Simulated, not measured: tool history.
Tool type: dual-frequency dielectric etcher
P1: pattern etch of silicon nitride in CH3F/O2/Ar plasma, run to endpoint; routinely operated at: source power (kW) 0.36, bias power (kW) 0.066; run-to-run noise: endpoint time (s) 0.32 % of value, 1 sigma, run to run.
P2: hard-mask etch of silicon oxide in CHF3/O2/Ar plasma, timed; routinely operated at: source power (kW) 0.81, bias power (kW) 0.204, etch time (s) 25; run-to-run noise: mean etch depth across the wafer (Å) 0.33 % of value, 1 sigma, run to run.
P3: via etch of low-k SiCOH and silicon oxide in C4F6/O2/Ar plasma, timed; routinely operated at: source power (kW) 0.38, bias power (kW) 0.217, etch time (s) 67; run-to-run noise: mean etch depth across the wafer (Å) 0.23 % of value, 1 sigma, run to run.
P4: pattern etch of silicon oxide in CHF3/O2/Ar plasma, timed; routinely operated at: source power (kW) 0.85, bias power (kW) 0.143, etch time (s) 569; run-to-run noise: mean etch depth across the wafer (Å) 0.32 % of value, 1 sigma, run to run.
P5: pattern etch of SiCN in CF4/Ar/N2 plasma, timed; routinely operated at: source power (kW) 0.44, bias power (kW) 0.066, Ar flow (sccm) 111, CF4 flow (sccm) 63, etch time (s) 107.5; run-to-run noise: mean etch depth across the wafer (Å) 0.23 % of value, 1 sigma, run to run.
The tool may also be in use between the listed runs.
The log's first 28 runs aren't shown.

run    day  process that ran  source power (kW)  bias power (kW)  etch time (s)  Ar flow (sccm)  CF4 flow (sccm)  hours since the last wet clean  hours since the last source power generator calibration  hours since the last bias power generator calibration  endpoint time (s)  mean etch depth across the wafer (Å)
 29  3.425                P1               0.27            0.085                                                                           385.6                                                   1394.9                                                  459.3              47.33
 30  3.546                P5               0.44            0.066          107.5             111               63                           388.5                                                   1397.8                                                  462.2                                                   856.05
 31  3.646                P5               0.35            0.066          107.5             111               63                           390.9                                                   1400.2                                                  464.6                                                   702.94
 32  3.775                P4               0.85              0.1            569                                                              394                                                   1403.3                                                  467.7                                                    10689
 33  3.867                P1               0.36            0.066                                                                           396.2                                                   1405.5                                                  469.9             46.205
 34  4.033                P1               0.36            0.066                                                                           400.2                                                   1409.5                                                  473.9             45.715
 35   4.15                P1               0.36            0.066                                                                             403                                                   1412.3                                                  476.7               45.2
      4.25  -- wet clean of the chamber
 36  4.296                P1               0.36            0.066                                                                             1.1                                                   1415.8                                                  480.2             45.274
 37  4.392                P1               0.36            0.066                                                                             3.4                                                   1418.1                                                  482.5             45.424

Run 38 has not been measured yet. What should we expect?
 38  4.538                P1               0.36            0.066                                                                             6.9                                                   1421.6                                                    486                  ?

{"run 38": {"endpoint time (s)": 45.207}}
